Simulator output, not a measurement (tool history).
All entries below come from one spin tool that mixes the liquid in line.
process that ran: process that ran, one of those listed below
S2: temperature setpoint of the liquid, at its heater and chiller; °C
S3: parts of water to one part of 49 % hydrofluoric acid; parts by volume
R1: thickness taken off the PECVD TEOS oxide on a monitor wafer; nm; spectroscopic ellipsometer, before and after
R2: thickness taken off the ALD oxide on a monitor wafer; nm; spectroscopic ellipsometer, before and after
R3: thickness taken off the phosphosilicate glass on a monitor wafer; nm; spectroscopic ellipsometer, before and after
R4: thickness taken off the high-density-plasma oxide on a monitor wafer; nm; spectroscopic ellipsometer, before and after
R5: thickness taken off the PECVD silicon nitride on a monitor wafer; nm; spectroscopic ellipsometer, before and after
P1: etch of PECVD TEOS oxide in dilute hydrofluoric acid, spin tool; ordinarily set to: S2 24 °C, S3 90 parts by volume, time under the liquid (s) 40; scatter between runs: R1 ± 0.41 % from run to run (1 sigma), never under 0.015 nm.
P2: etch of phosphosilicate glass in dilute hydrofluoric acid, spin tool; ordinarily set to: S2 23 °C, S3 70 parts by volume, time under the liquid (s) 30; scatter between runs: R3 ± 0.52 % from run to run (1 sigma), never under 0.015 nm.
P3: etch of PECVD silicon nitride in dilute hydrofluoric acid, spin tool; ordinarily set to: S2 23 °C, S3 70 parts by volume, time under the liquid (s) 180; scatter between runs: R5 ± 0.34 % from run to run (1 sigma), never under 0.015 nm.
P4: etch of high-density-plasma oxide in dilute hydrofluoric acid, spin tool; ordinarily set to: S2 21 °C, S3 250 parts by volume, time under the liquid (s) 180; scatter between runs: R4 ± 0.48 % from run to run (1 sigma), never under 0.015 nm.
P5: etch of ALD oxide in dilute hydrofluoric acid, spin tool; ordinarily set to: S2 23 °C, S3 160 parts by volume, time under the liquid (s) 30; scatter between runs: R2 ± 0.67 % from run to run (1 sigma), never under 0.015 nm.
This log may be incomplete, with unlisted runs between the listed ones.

Run 1, hour 6.4: process that ran P1, S2 24 °C, S3 90 parts by volume, time under the liquid (s) 40. Result: R1 12.883 nm.
Run 2, hour 11.7: process that ran P5, S2 17 °C, S3 160 parts by volume, time under the liquid (s) 30. Result: R2 3.5671 nm.
Run 3, hour 18.6: process that ran P2, S2 23 °C, S3 70 parts by volume, time under the liquid (s) 15. Result: R3 16.587 nm.
Run 4, hour 23.2: process that ran P5, S2 23 °C, S3 160 parts by volume, time under the liquid (s) 30. Result: R2 4.4907 nm.
Run 5, hour 27.9: process that ran P1, S2 24 °C, S3 125 parts by volume, time under the liquid (s) 15. Result: R1 3.3235 nm.
Run 6, hour 33.3: process that ran P1, S2 24 °C, S3 90 parts by volume, time under the liquid (s) 40. Result: R1 12.916 nm.
Run 7, hour 39.1: process that ran P2, S2 28 °C, S3 70 parts by volume, time under the liquid (s) 30. Result: R3 40.137 nm.
Run 8, hour 42.9: process that ran P4, S2 17 °C, S3 250 parts by volume, time under the liquid (s) 180. Result: R4 3.9714 nm.
Run 9, hour 47.9: process that ran P1, S2 24 °C, S3 135 parts by volume, time under the liquid (s) 40. Result: R1 8.157 nm.
Run 10, hour 53.4: process that ran P3, S2 23 °C, S3 70 parts by volume, time under the liquid (s) 180. Result: R5 10.612 nm.
Run 11, hour 56.5: process that ran P4, S2 21 °C, S3 420 parts by volume, time under the liquid (s) 180. Result: R4 2.3726 nm.
Run 12, hour 62.6: process that ran P2, S2 23 °C, S3 35 parts by volume, time under the liquid (s) 30. Result: R3 68.729 nm.
Run 13, hour 66.5: process that ran P1, S2 24 °C, S3 150 parts by volume, time under the liquid (s) 75. Result: R1 13.541 nm.
Run 14, hour 71.4: process that ran P1, S2 24 °C, S3 90 parts by volume, time under the liquid (s) 15. Result: R1 4.8605 nm.
Run 15, hour 78.1: process that ran P1, S2 24 °C, S3 25 parts by volume, time under the liquid (s) 40. Result: R1 50.494 nm.
Run 16, hour 83.5: process that ran P1, S2 18 °C, S3 90 parts by volume, time under the liquid (s) 40. Result: R1 10.167 nm.
Run 17, hour 87.9: process that ran P3, S2 23 °C, S3 115 parts by volume, time under the liquid (s) 180. Result: R5 6.4863 nm.
Run 18, hour 93: process that ran P5, S2 23 °C, S3 235 parts by volume, time under the liquid (s) 30. Result: R2 2.8387 nm.
Run 19, hour 99.1: process that ran P2, S2 23 °C, S3 70 parts by volume, time under the liquid (s) 30. Result: R3 32.994 nm.
Run 20, hour 103: process that ran P1, S2 24 °C, S3 90 parts by volume, time under the liquid (s) 40. Result: R1 12.965 nm.
Run 21, hour 107.7: process that ran P3, S2 18.5 °C, S3 70 parts by volume, time under the liquid (s) 180. Result: R5 7.7547 nm.

Expected results for the next run?
Run 22, hour 114.1: process that ran P1, S2 24 °C, S3 30 parts by volume, time under the liquid (s) 65. Result: R1 ?.

{"run 22": {"R1": 67.655}}
